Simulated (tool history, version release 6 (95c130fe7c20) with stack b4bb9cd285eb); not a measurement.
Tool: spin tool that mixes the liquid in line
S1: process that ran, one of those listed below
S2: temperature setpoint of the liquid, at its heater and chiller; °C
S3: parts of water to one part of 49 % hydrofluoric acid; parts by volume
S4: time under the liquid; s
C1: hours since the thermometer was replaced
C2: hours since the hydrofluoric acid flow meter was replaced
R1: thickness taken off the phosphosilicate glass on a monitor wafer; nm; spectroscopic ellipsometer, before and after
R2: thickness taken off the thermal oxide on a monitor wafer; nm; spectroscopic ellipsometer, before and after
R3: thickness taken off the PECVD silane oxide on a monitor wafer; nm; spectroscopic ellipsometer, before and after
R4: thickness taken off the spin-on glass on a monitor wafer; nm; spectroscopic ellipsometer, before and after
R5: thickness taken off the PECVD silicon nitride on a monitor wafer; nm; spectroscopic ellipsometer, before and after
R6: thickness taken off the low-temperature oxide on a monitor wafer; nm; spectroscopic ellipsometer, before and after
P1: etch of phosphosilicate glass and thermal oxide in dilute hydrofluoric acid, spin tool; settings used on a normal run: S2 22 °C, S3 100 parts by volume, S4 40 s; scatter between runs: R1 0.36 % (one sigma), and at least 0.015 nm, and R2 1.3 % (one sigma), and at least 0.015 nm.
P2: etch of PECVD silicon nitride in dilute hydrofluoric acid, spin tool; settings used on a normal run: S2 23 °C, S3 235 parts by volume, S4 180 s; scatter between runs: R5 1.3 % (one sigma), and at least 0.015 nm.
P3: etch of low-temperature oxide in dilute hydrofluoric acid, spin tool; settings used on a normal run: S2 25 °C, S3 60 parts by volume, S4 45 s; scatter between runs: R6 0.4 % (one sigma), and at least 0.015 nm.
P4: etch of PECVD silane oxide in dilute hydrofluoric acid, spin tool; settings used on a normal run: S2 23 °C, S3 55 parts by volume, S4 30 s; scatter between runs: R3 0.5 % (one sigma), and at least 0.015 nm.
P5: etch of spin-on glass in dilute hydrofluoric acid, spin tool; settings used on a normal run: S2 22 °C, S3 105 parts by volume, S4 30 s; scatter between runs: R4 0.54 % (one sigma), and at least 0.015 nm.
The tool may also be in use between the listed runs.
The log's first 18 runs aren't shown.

Run 19, day 7.612: S1 P2, S2 23 °C, S3 235 parts by volume, S4 65 s; C1 143.7; C2 46.9. Result: R5 0.73213 nm.
Run 20, day 7.962: S1 P5, S2 22 °C, S3 105 parts by volume, S4 15 s; C1 152.1; C2 55.3. Result: R4 6.8019 nm.
Run 21, day 8.229: S1 P1, S2 22 °C, S3 100 parts by volume, S4 40 s; C1 158.5; C2 61.7. Result: R1 54.973 nm, R2 1.6732 nm.
Run 22, day 8.621: S1 P3, S2 25 °C, S3 60 parts by volume, S4 45 s; C1 167.9; C2 71.1. Result: R6 8.9858 nm.
Run 23, day 8.867: S1 P3, S2 25 °C, S3 60 parts by volume, S4 25 s; C1 173.8; C2 77. Result: R6 4.9075 nm.
Run 24, day 9.388: S1 P5, S2 22 °C, S3 105 parts by volume, S4 30 s; C1 186.3; C2 89.5. Result: R4 13.635 nm.
Run 25, day 9.754: S1 P3, S2 25 °C, S3 100 parts by volume, S4 45 s; C1 195.1; C2 98.3. Result: R6 5.0806 nm.
Run 26, day 10.112: S1 P2, S2 23 °C, S3 235 parts by volume, S4 180 s; C1 203.7; C2 106.9. Result: R5 1.9869 nm.
Run 27, day 10.367: S1 P3, S2 30.5 °C, S3 60 parts by volume, S4 45 s; C1 209.8; C2 113. Result: R6 11.098 nm.
Run 28, day 10.904: S1 P1, S2 22 °C, S3 100 parts by volume, S4 15 s; C1 222.7; C2 125.9. Result: R1 20.627 nm, R2 0.62242 nm.
Run 29, day 11.138: S1 P2, S2 23 °C, S3 435 parts by volume, S4 180 s; C1 228.3; C2 131.5. Result: R5 1.0611 nm.
Run 30, day 11.579: S1 P1, S2 17 °C, S3 100 parts by volume, S4 40 s; C1 238.9; C2 142.1. Result: R1 44.838 nm, R2 1.3738 nm.

Run 31 comes next. What will it give?
Run 31, day 11.925: S1 P1, S2 22 °C, S3 100 parts by volume, S4 40 s; C1 247.2; C2 150.4. Result: R1 ?, R2 ?.

{"run 31": {"R1": 55.265, "R2": 1.6697}}
